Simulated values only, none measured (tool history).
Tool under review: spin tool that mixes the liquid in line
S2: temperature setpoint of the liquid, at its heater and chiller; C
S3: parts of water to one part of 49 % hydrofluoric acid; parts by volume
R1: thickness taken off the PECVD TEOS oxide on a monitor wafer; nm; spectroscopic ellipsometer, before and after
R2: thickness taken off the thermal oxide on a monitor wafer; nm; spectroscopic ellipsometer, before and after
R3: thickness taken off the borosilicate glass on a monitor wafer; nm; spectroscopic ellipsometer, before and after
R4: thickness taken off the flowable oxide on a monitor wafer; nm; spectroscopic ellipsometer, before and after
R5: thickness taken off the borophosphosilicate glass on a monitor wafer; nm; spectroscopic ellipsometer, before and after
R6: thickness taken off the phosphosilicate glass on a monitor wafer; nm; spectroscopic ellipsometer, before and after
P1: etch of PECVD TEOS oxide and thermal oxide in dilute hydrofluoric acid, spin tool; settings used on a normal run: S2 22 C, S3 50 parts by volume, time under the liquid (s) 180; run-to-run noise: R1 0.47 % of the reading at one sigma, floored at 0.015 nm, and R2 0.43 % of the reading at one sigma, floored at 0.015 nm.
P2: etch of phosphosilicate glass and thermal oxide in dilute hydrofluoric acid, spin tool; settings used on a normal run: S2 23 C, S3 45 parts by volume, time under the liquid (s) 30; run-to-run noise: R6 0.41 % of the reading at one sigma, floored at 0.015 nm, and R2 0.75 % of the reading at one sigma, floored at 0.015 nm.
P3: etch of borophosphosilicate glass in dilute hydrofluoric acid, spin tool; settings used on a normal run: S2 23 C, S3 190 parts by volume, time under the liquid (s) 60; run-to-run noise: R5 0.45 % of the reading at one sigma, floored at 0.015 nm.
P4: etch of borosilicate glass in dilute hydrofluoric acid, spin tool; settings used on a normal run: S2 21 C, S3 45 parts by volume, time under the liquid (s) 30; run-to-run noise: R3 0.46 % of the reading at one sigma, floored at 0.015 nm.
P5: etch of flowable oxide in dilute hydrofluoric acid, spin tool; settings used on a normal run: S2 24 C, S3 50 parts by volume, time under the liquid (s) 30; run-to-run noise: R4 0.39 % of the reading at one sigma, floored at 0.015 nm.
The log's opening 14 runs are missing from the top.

run 15 hour=213.3 | process_that_ran=P3 S2=23 S3=335 time_under_the_liquid_(s)=60 | R5=8.3034
run 16 hour=221.8 | process_that_ran=P2 S2=23 S3=45 time_under_the_liquid_(s)=30 | R2=3.3223 R6=130.6
run 17 hour=233.2 | process_that_ran=P1 S2=22 S3=50 time_under_the_liquid_(s)=25 | R1=5.535 R2=2.4004
run 18 hour=250.2 | process_that_ran=P3 S2=23 S3=190 time_under_the_liquid_(s)=60 | R5=16.672
run 19 hour=261.3 | process_that_ran=P1 S2=28.5 S3=50 time_under_the_liquid_(s)=250 | R1=72.503 R2=31.454
run 20 hour=273.5 | process_that_ran=P5 S2=24 S3=75 time_under_the_liquid_(s)=30 | R4=12.679
run 21 hour=283.2 | process_that_ran=P1 S2=22 S3=50 time_under_the_liquid_(s)=180 | R1=39.673 R2=17.368
run 22 hour=297.1 | process_that_ran=P1 S2=22 S3=50 time_under_the_liquid_(s)=180 | R1=40.068 R2=17.452
run 23 hour=306.6 | process_that_ran=P5 S2=24 S3=50 time_under_the_liquid_(s)=30 | R4=19.413
run 24 hour=322.3 | process_that_ran=P2 S2=31.5 S3=45 time_under_the_liquid_(s)=30 | R2=4.6649 R6=183.65
run 25 hour=330.9 | process_that_ran=P1 S2=22 S3=50 time_under_the_liquid_(s)=275 | R1=61.173 R2=26.488

Expected results for the next run?
run 26 hour=345.6 | process_that_ran=P4 S2=21 S3=45 time_under_the_liquid_(s)=55 | R3=?

{"run 26": {"R3": 45.09}}
